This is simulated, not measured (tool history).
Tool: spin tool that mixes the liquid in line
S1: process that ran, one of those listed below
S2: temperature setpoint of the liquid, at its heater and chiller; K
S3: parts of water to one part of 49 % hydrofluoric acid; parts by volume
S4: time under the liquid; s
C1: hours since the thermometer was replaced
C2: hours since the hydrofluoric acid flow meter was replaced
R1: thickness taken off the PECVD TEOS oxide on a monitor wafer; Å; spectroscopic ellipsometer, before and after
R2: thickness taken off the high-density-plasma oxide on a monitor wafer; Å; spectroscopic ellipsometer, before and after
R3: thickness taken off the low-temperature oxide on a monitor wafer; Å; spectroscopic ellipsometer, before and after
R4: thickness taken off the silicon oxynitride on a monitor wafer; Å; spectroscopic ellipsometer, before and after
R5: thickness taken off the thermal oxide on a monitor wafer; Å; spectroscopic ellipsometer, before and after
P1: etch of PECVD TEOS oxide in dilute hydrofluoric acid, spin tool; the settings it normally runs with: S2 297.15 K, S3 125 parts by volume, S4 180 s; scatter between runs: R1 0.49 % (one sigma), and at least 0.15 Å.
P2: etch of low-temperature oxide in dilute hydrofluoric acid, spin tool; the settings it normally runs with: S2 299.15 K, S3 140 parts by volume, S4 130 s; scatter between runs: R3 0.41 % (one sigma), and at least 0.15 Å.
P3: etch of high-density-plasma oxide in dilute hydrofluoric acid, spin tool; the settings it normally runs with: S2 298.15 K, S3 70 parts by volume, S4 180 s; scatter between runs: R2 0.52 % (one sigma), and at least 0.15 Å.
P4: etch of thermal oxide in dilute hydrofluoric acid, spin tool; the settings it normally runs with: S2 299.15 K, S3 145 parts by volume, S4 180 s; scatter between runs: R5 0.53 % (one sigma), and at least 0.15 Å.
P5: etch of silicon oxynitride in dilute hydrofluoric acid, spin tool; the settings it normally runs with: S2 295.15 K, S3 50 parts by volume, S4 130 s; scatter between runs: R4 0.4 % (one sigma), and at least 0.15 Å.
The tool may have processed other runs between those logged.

run 1 hour=5.1 | S1=P1 S2=297.15 S3=125 S4=180 | C1=425.7 C2=975.2 | R1=133.560
run 2 hour=11.6 | S1=P3 S2=304.65 S3=70 S4=180 | C1=432.2 C2=981.7 | R2=191.33
run 3 hour=16.8 | S1=P3 S2=298.15 S3=70 S4=355 | C1=437.4 C2=986.9 | R2=294.57
run 4 hour=21.9 | S1=P1 S2=297.15 S3=205 S4=180 | C1=442.5 C2=992.0 | R1=74.297
run 5 hour=28.0 | S1=P1 S2=301.65 S3=125 S4=180 | C1=448.6 C2=998.1 | R1=159.210
run 6 hour=33.4 | S1=P1 S2=297.15 S3=125 S4=355 | C1=454.0 C2=1003.5 | R1=264.690
run 7 hour=40.8 | S1=P2 S2=299.15 S3=225 S4=130 | C1=461.4 C2=1010.9 | R3=116.000
run 8 hour=46.7 | S1=P5 S2=295.15 S3=50 S4=35 | C1=467.3 C2=1016.8 | R4=32.051
run 9 hour=54.4 | S1=P1 S2=297.15 S3=125 S4=180 | C1=475.0 C2=1024.5 | R1=133.050
run 10 hour=60.1 | S1=P4 S2=299.15 S3=145 S4=320 | C1=480.7 C2=1030.2 | R5=105.780
run 11 hour=64.8 | S1=P1 S2=297.15 S3=55 S4=180 | C1=485.4 C2=1034.9 | R1=331.060
run 12 hour=72.7 | S1=P4 S2=299.15 S3=145 S4=180 | C1=493.3 C2=1042.8 | R5=58.480
run 13 hour=80.1 | S1=P1 S2=290.65 S3=125 S4=180 | C1=500.7 C2=1050.2 | R1=103.990
run 14 hour=85.6 | S1=P1 S2=297.15 S3=125 S4=30 | C1=506.2 C2=1055.7 | R1=22.375
run 15 hour=92.3 | S1=P3 S2=298.15 S3=45 S4=180 | C1=512.9 C2=1062.4 | R2=241.32
run 16 hour=98.0 | S1=P2 S2=299.15 S3=140 S4=20 | C1=518.6 C2=1068.1 | R3=31.698
run 17 hour=102.4 | S1=P5 S2=295.15 S3=50 S4=130 | C1=523.0 C2=1072.5 | R4=118.650
run 18 hour=106.3 | S1=P5 S2=290.15 S3=50 S4=130 | C1=526.9 C2=1076.4 | R4=91.497
run 19 hour=111.3 | S1=P1 S2=297.15 S3=125 S4=180 | C1=531.9 C2=1081.4 | R1=133.740
run 20 hour=118.9 | S1=P2 S2=299.15 S3=140 S4=130 | C1=539.5 C2=1089.0 | R3=205.990
run 21 hour=127.3 | S1=P4 S2=299.15 S3=145 S4=180 | C1=547.9 C2=1097.4 | R5=59.393
run 22 hour=131.4 | S1=P1 S2=297.15 S3=125 S4=180 | C1=552.0 C2=1101.5 | R1=134.910
run 23 hour=137.1 | S1=P5 S2=295.15 S3=90 S4=130 | C1=557.7 C2=1107.2 | R4=63.837
run 24 hour=140.9 | S1=P1 S2=297.15 S3=190 S4=320 | C1=561.5 C2=1111.0 | R1=145.710
run 25 hour=146.2 | S1=P1 S2=297.15 S3=125 S4=180 | C1=566.8 C2=1116.3 | R1=135.000
run 26 hour=150.7 | S1=P3 S2=298.15 S3=70 S4=180 | C1=571.3 C2=1120.8 | R2=149.68
run 27 hour=156.5 | S1=P4 S2=304.65 S3=145 S4=180 | C1=577.1 C2=1126.6 | R5=71.628
run 28 hour=164.1 | S1=P4 S2=299.15 S3=25 S4=180 | C1=584.7 C2=1134.2 | R5=397.320
run 29 hour=169.7 | S1=P2 S2=293.15 S3=140 S4=130 | C1=590.3 C2=1139.8 | R3=163.070
run 30 hour=177.8 | S1=P1 S2=297.15 S3=125 S4=180 | C1=598.4 C2=1147.9 | R1=134.200
run 31 hour=181.6 | S1=P1 S2=297.15 S3=125 S4=180 | C1=602.2 C2=1151.7 | R1=137.720
run 32 hour=188.2 | S1=P1 S2=297.15 S3=125 S4=180 | C1=608.8 C2=1158.3 | R1=141.300
run 33 hour=194.1 | S1=P1 S2=297.15 S3=125 S4=180 | C1=614.7 C2=1164.2 | R1=143.080
run 34 hour=198.3 | S1=P1 S2=297.15 S3=125 S4=180 | C1=618.9 C2=1168.4 | R1=144.490
run 35 hour=205.0 | S1=P1 S2=297.15 S3=125 S4=180 | C1=625.6 C2=1175.1 | R1=146.200
run 36 hour=208.9 | S1=P1 S2=297.15 S3=125 S4=180 | C1=629.5 C2=1179.0 | R1=146.040
run 37 hour=215.7 | S1=P1 S2=297.15 S3=125 S4=180 | C1=636.3 C2=1185.8 | R1=146.050
run 38 hour=220.5 | S1=P1 S2=297.15 S3=125 S4=180 | C1=641.1 C2=1190.6 | R1=146.550
run 39 hour=228.5 | S1=P1 S2=297.15 S3=125 S4=180 | C1=649.1 C2=1198.6 | R1=146.890

Something has made what P1 gives creep away from where it was; the 2 causes below, each at its own stated size, fit the log equally well:
A: liquid hotter than its thermometer reads (K) = 2.37
B: hydrofluoric acid flow above the setpoint (%) = 8.29
The drift started at roughly hour 177.8.

Each of the 4 check runs below uses one wafer; its results are left as question marks. Which run tells the causes apart?
run check 1 hour=236.5 | S1=P2 S2=295.15 S3=140 S4=80 | R3=?
run check 2 hour=236.5 | S1=P5 S2=290.15 S3=85 S4=130 | R4=?
run check 3 hour=236.5 | S1=P3 S2=298.15 S3=70 S4=345 | R2=?
run check 4 hour=236.5 | S1=P4 S2=299.15 S3=145 S4=305 | R5=?

Predicted outcomes, by check and by cause:
check=check_1 result=R3 if_A=118.850 if_B=118.810
check=check_2 result=R4 if_A=59.493 if_B=57.460
check=check_3 result=R2 if_A=315.13 if_B=312.77
check=check_4 result=R5 if_A=109.140 if_B=109.700
Distance between the nearest two causes, measured in the result of the check that separates them most: check 1 0.04 %; check 2 3.48 %; check 3 0.75 %; check 4 0.51 %
Check 2 distinguishes between the causes, while the remaining checks would return nearly the same result for all of them.

With check 2 done, the readings were: R4 59.253 Å. Identify which of the listed causes applies.

The correct cause is A, namely: liquid hotter than its thermometer reads (K).

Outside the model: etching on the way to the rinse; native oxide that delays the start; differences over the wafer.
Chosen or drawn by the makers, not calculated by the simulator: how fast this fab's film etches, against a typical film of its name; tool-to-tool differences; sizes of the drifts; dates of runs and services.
